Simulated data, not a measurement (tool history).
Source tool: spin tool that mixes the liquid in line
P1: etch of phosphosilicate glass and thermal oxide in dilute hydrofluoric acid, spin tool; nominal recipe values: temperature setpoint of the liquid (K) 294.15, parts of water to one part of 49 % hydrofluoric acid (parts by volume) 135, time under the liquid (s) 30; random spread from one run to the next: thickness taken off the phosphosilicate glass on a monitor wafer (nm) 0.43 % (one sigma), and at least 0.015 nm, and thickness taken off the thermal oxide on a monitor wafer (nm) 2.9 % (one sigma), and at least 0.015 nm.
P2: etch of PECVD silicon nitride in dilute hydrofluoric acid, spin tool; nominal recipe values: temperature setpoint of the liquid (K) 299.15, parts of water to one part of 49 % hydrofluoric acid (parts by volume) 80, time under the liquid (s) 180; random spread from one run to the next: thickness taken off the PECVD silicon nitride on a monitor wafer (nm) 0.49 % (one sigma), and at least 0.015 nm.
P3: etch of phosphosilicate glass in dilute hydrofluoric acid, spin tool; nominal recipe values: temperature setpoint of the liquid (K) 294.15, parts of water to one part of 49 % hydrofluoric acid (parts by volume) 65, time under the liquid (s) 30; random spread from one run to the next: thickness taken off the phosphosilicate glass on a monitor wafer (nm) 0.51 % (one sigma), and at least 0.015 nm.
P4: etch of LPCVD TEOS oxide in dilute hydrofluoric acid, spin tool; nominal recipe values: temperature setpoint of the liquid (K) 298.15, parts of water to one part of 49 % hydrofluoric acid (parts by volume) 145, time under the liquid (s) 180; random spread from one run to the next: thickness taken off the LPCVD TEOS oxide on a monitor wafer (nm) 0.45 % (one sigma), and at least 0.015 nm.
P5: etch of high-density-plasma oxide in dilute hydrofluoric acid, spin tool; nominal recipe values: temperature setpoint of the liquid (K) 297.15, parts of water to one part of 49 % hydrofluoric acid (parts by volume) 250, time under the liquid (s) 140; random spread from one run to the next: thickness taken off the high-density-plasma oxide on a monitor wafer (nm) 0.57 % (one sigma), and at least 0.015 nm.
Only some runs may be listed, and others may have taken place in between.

run	day	process that ran	temperature setpoint of the liquid (K)	parts of water to one part of 49 % hydrofluoric acid (parts by volume)	time under the liquid (s)	hours since the thermometer was replaced	hours since the hydrofluoric acid flow meter was replaced	thickness taken off the phosphosilicate glass on a monitor wafer (nm)	thickness taken off the thermal oxide on a monitor wafer (nm)	thickness taken off the PECVD silicon nitride on a monitor wafer (nm)	thickness taken off the high-density-plasma oxide on a monitor wafer (nm)	thickness taken off the LPCVD TEOS oxide on a monitor wafer (nm)
1	0.200	P1	294.15	135	30	1349.5	283.7	11.7980	0.90190			
2	0.417	P1	294.15	135	30	1354.7	288.9	11.7820	0.91105			
3	0.725	P1	294.15	135	30	1362.1	296.3	11.7630	0.96655			
4	0.992	P1	294.15	135	30	1368.5	302.7	11.8250	0.84682			
5	1.308	P1	294.15	135	30	1376.1	310.3	11.8020	0.85436			
6	1.542	P2	299.15	120	180	1381.7	315.9			9.2403		
7	1.767	P1	294.15	135	15	1387.1	321.3	5.8914	0.47934			
8	2.129	P1	290.15	135	30	1395.8	330.0	10.1110	0.77478			
9	2.521	P1	294.15	135	30	1405.2	339.4	11.7180	0.92703			
10	2.892	P3	294.15	65	30	1414.1	348.3	68.5120				
11	3.067	P2	299.15	80	350	1418.3	352.5			27.0530		
12	3.275	P1	294.15	80	30	1423.3	357.5	21.3000	1.55100			
13	3.567	P5	290.15	250	140	1430.3	364.5				4.2227	
14	3.858	P5	297.15	370	140	1437.3	371.5				3.2957	
15	4.183	P4	298.15	145	40	1445.1	379.3					4.6735
16	4.538	P4	298.15	30	180	1453.6	387.8					116.7300
17	4.875	P3	294.15	65	15	1461.7	395.9	34.4790				
18	5.204	P3	294.15	100	30	1469.6	403.8	43.0540				
19	5.392	P4	298.15	145	180	1474.1	408.3					20.8790
20	5.654	P1	298.15	135	30	1480.4	414.6	13.8470	1.03750			
21	5.967	P1	294.15	135	50	1487.9	422.1	19.7710	1.42630			
22	6.338	P1	294.15	205	30	1496.8	431.0	7.2624	0.56897			
23	6.562	P5	297.15	250	140	1502.2	436.4				5.4495	
24	6.850	P4	291.65	145	180	1509.1	443.3					16.1260
25	7.204	P2	307.15	80	180	1517.6	451.8			23.2170		
26	7.429	P1	298.65	215	30	1523.0	457.2	8.0304	0.57865			
27	7.675	P5	297.15	250	255	1528.9	463.1				9.8005	
28	7.912	P3	299.65	65	30	1534.6	468.8	86.5510				
29	8.104	P2	299.15	80	180	1539.2	473.4			13.9200		
30	8.358	P1	294.15	135	30	1545.3	479.5	11.8490	0.88657			
31	8.658	P1	294.15	135	30	1552.5	486.7	12.0660	0.94515			
32	9.017	P1	294.15	135	30	1561.1	495.3	12.2900	0.95176			
33	9.354	P1	294.15	135	30	1569.2	503.4	12.5200	0.92997			
34	9.612	P1	294.15	135	30	1575.4	509.6	12.6030	0.92108			
35	9.825	P1	294.15	135	30	1580.5	514.7	12.4810	0.96255			
36	10.183	P1	294.15	135	30	1589.1	523.3	12.5760	0.97078			
37	10.392	P1	294.15	135	30	1594.1	528.3	12.6130	0.89282			
38	10.729	P1	294.15	135	30	1602.2	536.4	12.6760	0.96193			
39	10.946	P1	294.15	135	30	1607.4	541.6	12.6580	0.87948			
40	11.333	P1	294.15	135	30	1616.7	550.9	12.5690	0.91320			
41	11.529	P1	294.15	135	30	1621.4	555.6	12.7420	0.89004			

P1 no longer gives what it gave before; its output has crept away from where it was. The following 2 causes, each at its listed size, fit the log equally well:
A: liquid hotter than its thermometer reads (K) = 1.77
B: hydrofluoric acid flow above the setpoint (%) = 6.26
The gradual shift began around day 8.358.

Of the 4 check runs listed below, each run on one wafer and each result written as a question mark, which would let you distinguish the listed causes because they would give clearly different results?
check 1	11.725	P4	298.15	70	110							?
check 2	11.725	P2	299.15	80	325					?		
check 3	11.725	P3	294.15	80	15			?				
check 4	11.725	P5	290.65	250	140						?	

Check results expected under each cause:
check	result	if A	if B
check 1	thickness taken off the LPCVD TEOS oxide on a monitor wafer (nm)	31.2690	31.1290
check 2	thickness taken off the PECVD silicon nitride on a monitor wafer (nm)	28.1430	26.6370
check 3	thickness taken off the phosphosilicate glass on a monitor wafer (nm)	29.5290	29.3460
check 4	thickness taken off the high-density-plasma oxide on a monitor wafer (nm)	4.5685	4.5966
How far apart the two closest causes lie, in the result that separates them most: check 1 0.45 %; check 2 5.5 %; check 3 0.62 %; check 4 0.61 %
Check 2 is the one run that separates the causes; every other check would come out nearly the same whichever cause is at work.

Check 2 was then run and gave: thickness taken off the PECVD silicon nitride on a monitor wafer (nm) 26.3350. Which cause is it?

It was cause B: hydrofluoric acid flow above the setpoint (%).

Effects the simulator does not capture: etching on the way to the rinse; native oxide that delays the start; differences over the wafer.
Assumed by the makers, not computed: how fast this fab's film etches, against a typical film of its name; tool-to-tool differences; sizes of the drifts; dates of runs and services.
